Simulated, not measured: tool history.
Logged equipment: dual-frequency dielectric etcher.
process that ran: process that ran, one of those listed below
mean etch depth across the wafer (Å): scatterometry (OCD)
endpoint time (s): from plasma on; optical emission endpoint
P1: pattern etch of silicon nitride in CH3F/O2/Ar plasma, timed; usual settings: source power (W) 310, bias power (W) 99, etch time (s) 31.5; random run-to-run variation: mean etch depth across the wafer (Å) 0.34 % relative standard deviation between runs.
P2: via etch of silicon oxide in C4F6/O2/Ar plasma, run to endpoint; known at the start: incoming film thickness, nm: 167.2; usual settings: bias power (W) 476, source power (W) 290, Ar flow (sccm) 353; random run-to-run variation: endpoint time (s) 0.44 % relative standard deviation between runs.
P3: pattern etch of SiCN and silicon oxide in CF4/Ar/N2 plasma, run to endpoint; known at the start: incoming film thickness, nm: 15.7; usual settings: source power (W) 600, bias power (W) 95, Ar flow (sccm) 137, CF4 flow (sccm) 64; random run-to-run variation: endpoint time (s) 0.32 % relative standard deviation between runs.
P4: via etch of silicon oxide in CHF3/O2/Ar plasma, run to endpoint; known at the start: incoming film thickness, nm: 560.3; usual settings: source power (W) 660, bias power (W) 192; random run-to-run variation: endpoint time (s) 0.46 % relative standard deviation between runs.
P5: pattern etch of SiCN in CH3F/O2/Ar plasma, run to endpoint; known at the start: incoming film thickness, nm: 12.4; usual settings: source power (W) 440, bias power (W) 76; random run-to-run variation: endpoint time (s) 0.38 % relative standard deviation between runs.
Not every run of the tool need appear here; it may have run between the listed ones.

run	hour	process that ran	source power (W)	bias power (W)	etch time (s)	Ar flow (sccm)	CF4 flow (sccm)	mean etch depth across the wafer (Å)	endpoint time (s)
1	10	P1	310	99	31.5			220.77	
2	17.8	P3	600	95		137	64		13.647
3	29.3	P1	310	99	31.5			220.74	
4	37.2	P4	660	192					264.89
5	43.1	P1	390	99	31.5			239.49	
# hour 45.2: bias power generator calibrated
6	53	P1	310	99	45.5			319.81	
7	66.1	P1	310	99	31.5			220.83	
8	72.9	P1	310	60	37.5			221.24	
9	78.9	P2	290	476		353			41.669
10	88.8	P5	440	103					27.592
11	95.9	P5	440	76					30.904
12	108.2	P2	360	476		353			38.3
13	114.6	P1	310	99	31.5			220.88	
14	122.8	P3	600	95		175	64		14.197
15	135.6	P4	530	192					289.57
16	143.6	P3	710	95		137	64		11.845
17	150.5	P1	250	99	31.5			204.89	
18	161.3	P4	660	138					297.39
# hour 169.8: wet clean of the chamber
19	170.8	P2	290	476		288			40.46
20	178.4	P1	310	131	31.5			244.56	
21	191.4	P4	660	192					266.4
22	204.2	P1	310	99	31.5			221.53	
23	212	P2	290	342		353			46.982
24	218.9	P2	290	476		353			42.211
25	232	P5	350	76					33.609
26	239.3	P1	310	99	18.5			129.82	
27	245.5	P3	600	127		137	64		12.258
28	256.7	P1	310	70	31.5			195.52	
29	269.1	P1	310	99	31.5			221.1	
30	278.1	P3	600	95		137	82		13.228
31	284.3	P1	310	99	31.5			221.53	
32	294.6	P1	310	99	31.5			219.79	
33	305.3	P1	310	99	31.5			218.63	
34	314.4	P1	310	99	31.5			217.96	
# hour 321.9: wet clean of the chamber
35	324.6	P1	310	99	31.5			218.8	

For run 36, what comes out?
36	335.3	P1	310	99	31.5			?	

{"run 36": {"mean etch depth across the wafer (Å)": 218.24}}

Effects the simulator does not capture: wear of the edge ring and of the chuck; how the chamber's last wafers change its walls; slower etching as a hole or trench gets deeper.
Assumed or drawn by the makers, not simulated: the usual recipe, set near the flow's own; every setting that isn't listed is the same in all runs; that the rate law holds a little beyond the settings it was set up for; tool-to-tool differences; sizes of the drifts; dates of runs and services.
